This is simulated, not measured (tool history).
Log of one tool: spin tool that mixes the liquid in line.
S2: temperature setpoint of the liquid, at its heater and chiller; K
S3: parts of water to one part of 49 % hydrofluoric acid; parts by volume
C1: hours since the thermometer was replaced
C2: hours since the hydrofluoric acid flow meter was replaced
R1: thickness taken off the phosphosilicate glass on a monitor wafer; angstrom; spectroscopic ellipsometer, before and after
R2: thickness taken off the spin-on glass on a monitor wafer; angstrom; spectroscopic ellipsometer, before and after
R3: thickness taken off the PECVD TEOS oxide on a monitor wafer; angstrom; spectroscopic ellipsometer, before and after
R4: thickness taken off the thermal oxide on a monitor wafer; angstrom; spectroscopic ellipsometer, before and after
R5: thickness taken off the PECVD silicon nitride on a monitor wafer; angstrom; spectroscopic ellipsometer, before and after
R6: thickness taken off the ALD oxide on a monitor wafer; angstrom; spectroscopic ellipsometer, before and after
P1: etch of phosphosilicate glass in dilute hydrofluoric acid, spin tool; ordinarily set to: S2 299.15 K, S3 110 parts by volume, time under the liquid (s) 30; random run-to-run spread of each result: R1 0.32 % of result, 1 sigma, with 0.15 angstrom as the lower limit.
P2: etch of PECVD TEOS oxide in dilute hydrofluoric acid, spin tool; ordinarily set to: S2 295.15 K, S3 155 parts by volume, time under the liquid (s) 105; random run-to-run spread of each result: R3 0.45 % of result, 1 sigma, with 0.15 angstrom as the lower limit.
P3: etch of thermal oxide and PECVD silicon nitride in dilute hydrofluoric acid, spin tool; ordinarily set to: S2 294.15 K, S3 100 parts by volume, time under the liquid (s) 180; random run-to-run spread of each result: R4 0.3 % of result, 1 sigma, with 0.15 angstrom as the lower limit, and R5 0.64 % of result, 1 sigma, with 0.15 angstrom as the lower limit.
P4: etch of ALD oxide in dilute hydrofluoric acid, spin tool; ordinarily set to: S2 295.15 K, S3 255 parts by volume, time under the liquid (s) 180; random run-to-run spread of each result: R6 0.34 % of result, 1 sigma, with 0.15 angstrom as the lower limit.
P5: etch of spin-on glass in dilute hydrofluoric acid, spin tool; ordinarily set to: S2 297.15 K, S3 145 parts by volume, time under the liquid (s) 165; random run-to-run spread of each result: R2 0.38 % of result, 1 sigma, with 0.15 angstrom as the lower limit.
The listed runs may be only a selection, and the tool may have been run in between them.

run 1 hour=8.2 | process_that_ran=P1 S2=299.15 S3=110 time_under_the_liquid_(s)=30 | C1=377.2 C2=491.3 | R1=564.28
run 2 hour=17.1 | process_that_ran=P5 S2=297.15 S3=45 time_under_the_liquid_(s)=165 | C1=386.1 C2=500.2 | R2=1407.90
run 3 hour=23.1 | process_that_ran=P2 S2=295.15 S3=155 time_under_the_liquid_(s)=200 | C1=392.1 C2=506.2 | R3=168.770
run 4 hour=30.4 | process_that_ran=P1 S2=299.15 S3=110 time_under_the_liquid_(s)=15 | C1=399.4 C2=513.5 | R1=283.67
run 5 hour=39.4 | process_that_ran=P5 S2=297.15 S3=145 time_under_the_liquid_(s)=260 | C1=408.4 C2=522.5 | R2=607.91
run 6 hour=44.3 | process_that_ran=P1 S2=305.65 S3=55 time_under_the_liquid_(s)=30 | C1=413.3 C2=527.4 | R1=1564.90
run 7 hour=51.0 | process_that_ran=P1 S2=299.15 S3=110 time_under_the_liquid_(s)=30 | C1=420.0 C2=534.1 | R1=567.08
run 8 hour=61.0 | process_that_ran=P3 S2=294.15 S3=100 time_under_the_liquid_(s)=180 | C1=430.0 C2=544.1 | R4=76.920 R5=38.794
run 9 hour=71.2 | process_that_ran=P5 S2=297.15 S3=145 time_under_the_liquid_(s)=165 | C1=440.2 C2=554.3 | R2=383.85
run 10 hour=77.6 | process_that_ran=P4 S2=295.15 S3=255 time_under_the_liquid_(s)=180 | C1=446.6 C2=560.7 | R6=60.1410
-- hour=82.3 thermometer replaced
run 11 hour=83.9 | process_that_ran=P2 S2=295.15 S3=75 time_under_the_liquid_(s)=105 | C1=1.6 C2=567.0 | R3=200.790
run 12 hour=88.9 | process_that_ran=P4 S2=295.15 S3=255 time_under_the_liquid_(s)=20 | C1=6.6 C2=572.0 | R6=6.8282
run 13 hour=95.6 | process_that_ran=P3 S2=294.15 S3=170 time_under_the_liquid_(s)=180 | C1=13.3 C2=578.7 | R4=42.088 R5=22.681
run 14 hour=102.7 | process_that_ran=P3 S2=294.15 S3=100 time_under_the_liquid_(s)=100 | C1=20.4 C2=585.8 | R4=42.424 R5=21.738
run 15 hour=112.9 | process_that_ran=P4 S2=295.15 S3=255 time_under_the_liquid_(s)=180 | C1=30.6 C2=596.0 | R6=60.4590
run 16 hour=120.7 | process_that_ran=P1 S2=299.15 S3=110 time_under_the_liquid_(s)=30 | C1=38.4 C2=603.8 | R1=561.04
run 17 hour=129.1 | process_that_ran=P4 S2=290.65 S3=255 time_under_the_liquid_(s)=180 | C1=46.8 C2=612.2 | R6=51.0140
run 18 hour=137.1 | process_that_ran=P1 S2=292.15 S3=110 time_under_the_liquid_(s)=30 | C1=54.8 C2=620.2 | R1=425.01
run 19 hour=141.6 | process_that_ran=P2 S2=290.65 S3=155 time_under_the_liquid_(s)=105 | C1=59.3 C2=624.7 | R3=74.232
run 20 hour=151.5 | process_that_ran=P1 S2=299.15 S3=55 time_under_the_liquid_(s)=30 | C1=69.2 C2=634.6 | R1=1217.80
run 21 hour=160.2 | process_that_ran=P1 S2=299.15 S3=160 time_under_the_liquid_(s)=30 | C1=77.9 C2=643.3 | R1=364.84
run 22 hour=164.7 | process_that_ran=P5 S2=290.15 S3=145 time_under_the_liquid_(s)=165 | C1=82.4 C2=647.8 | R2=292.41
run 23 hour=171.6 | process_that_ran=P3 S2=297.65 S3=100 time_under_the_liquid_(s)=180 | C1=89.3 C2=654.7 | R4=88.700 R5=48.555
run 24 hour=177.6 | process_that_ran=P1 S2=299.15 S3=110 time_under_the_liquid_(s)=30 | C1=95.3 C2=660.7 | R1=563.30
run 25 hour=184.8 | process_that_ran=P1 S2=299.15 S3=110 time_under_the_liquid_(s)=45 | C1=102.5 C2=667.9 | R1=848.12
run 26 hour=193.0 | process_that_ran=P1 S2=299.15 S3=110 time_under_the_liquid_(s)=30 | C1=110.7 C2=676.1 | R1=563.23
run 27 hour=203.0 | process_that_ran=P2 S2=295.15 S3=155 time_under_the_liquid_(s)=105 | C1=120.7 C2=686.1 | R3=88.007
run 28 hour=209.2 | process_that_ran=P1 S2=306.65 S3=110 time_under_the_liquid_(s)=30 | C1=126.9 C2=692.3 | R1=747.72
run 29 hour=218.8 | process_that_ran=P4 S2=295.15 S3=140 time_under_the_liquid_(s)=180 | C1=136.5 C2=701.9 | R6=123.7300

What will run 30 give?
run 30 hour=227.1 | process_that_ran=P1 S2=299.15 S3=110 time_under_the_liquid_(s)=30 | C1=144.8 C2=710.2 | R1=?

Run 30 yielded R1 565.37 angstrom.

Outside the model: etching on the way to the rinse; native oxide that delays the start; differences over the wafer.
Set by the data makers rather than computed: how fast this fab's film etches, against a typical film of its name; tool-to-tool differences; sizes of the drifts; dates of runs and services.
